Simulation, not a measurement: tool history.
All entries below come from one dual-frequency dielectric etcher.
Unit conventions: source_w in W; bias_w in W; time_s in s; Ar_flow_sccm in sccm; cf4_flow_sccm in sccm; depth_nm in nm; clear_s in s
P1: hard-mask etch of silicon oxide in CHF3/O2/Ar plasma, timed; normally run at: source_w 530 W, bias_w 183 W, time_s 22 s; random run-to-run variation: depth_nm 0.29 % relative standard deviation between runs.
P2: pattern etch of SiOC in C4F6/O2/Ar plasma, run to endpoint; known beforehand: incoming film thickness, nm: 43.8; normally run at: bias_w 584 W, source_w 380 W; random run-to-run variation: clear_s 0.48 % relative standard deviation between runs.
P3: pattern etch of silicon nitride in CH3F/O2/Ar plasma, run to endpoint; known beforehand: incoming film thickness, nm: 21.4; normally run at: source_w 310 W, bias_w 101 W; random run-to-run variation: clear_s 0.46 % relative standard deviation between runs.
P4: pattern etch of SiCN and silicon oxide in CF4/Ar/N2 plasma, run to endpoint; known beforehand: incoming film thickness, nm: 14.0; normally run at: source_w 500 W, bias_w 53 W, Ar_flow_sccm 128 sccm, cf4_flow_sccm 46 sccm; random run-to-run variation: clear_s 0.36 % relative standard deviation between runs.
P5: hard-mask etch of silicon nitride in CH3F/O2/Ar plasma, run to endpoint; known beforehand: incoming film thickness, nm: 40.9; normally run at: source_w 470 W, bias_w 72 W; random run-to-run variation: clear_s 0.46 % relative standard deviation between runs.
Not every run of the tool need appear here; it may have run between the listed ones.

run    day  process  source_w  bias_w  time_s  Ar_flow_sccm  cf4_flow_sccm  depth_nm  clear_s
  1  0.258       P1       530     183      22                                 41.559
  2  0.538       P1       530     183      22                                 41.482
  3  0.721       P2       380     782                                                  12.566
  4  0.929       P3       250     101                                                  32.126
  5  1.092       P1       320     183      22                                 34.039
  6  1.371       P1       530     183      22                                 41.543
  7  1.617       P3       310     101                                                  29.634
  8  1.788       P2       240     584                                                  16.573
  9  2.071       P4       500      53                   128             46             18.901
 10  2.217       P5       310      72                                                  66.106
 11  2.479       P1       530     236      22                                 44.976
 12  2.646       P1       330     183    15.5                                 24.423
 13  2.862       P1       530     146      12                                 20.906
 14  3.042       P1       530     183      22                                 41.267
 15  3.196       P4       500      53                   128             46             19.007
 16  3.446       P2       380     584                                                  14.055
 17  3.721       P1       530     183      22                                 41.294
     3.946  -- source power generator calibrated
 18  3.971       P4       500      53                    91             46             17.722
 19  4.233       P4       500      36                   128             46              21.82
 20  4.512       P5       470      72                                                  56.986
 21  4.817       P1       530     183      22                                 41.333
 22  5.079       P1       530     183    15.5                                 29.134
 23  5.242       P1       370     183    30.5                                 49.976
 24  5.388       P4       680      53                   128             46             14.482
 25  5.625       P3       310     101                                                  29.737
 26  5.888       P5       470      91                                                  51.852
 27  6.167       P5       470      72                                                  57.283
 28  6.338       P1       530     183      32                                 60.139
 29  6.638       P1       530     183      22                                  41.47
 30  6.825       P2       380     584                                                  14.043
 31  7.029       P3       310     128                                                  27.154
 32  7.179       P1       530     120      22                                 36.045
 33  7.492       P4       500      53                   128             59             18.139
 34  7.633       P1       650     183      22                                 44.858
 35  7.808       P1       530     183      22                                  41.24
 36  8.096       P1       530     183      22                                  41.13
 37   8.25       P1       530     183      22                                 41.076
 38  8.562       P1       530     183      22                                 40.804
     8.688  -- wet clean of the chamber
 39  8.721       P1       530     183      22                                 40.693
 40  8.992       P1       530     183      22                                 40.562
 41   9.15       P1       530     183      22                                 40.672
 42  9.375       P1       530     183      22                                 40.676
 43  9.512       P1       530     183      22                                 40.798

The output of P1 has drifted from where it used to be. Each of the 2 causes below, taken at the size shown beside it, accounts for the log equally well:
A: source power that arrives under what is set, % = 4.2
B: bias power that arrives under what is set, % = 4.71
The gradual shift began around day 7.808.
The rest of the possible causes, and what rules out each one:
chamber walls in a state that lowers the etch rate, %: serviced at day 8.688, which brought nothing back

Which of the 4 check runs listed below, each an average over 2 wafers with its results shown as question marks, gives clearly different results under the different listed causes?
check 1  9.65       P5       470      72                                                       ?
check 2  9.65       P4       500      53                   128             46                  ?
check 3  9.65       P2       380     584                                                       ?
check 4  9.65       P3       310     101                                                       ?

What every check run would give for each of its results, assuming each possible cause in turn:
  check   result    if A    if B
check 1  clear_s   57.76  57.755
check 2  clear_s  19.691  19.286
check 3  clear_s  14.239  14.278
check 4  clear_s  30.201  30.264
Per check, the gap between the least separated pair of causes, taken in the result that splits them most: check 1 0.01 %; check 2 2.08 %; check 3 0.27 %; check 4 0.21 %
Only check 2 tells the causes apart: in the others they would give nearly the same result.

The results of check 2 are: clear_s 19.717 s. Based on these, which of the listed causes is it?

It is A: source power that arrives under what is set, %.
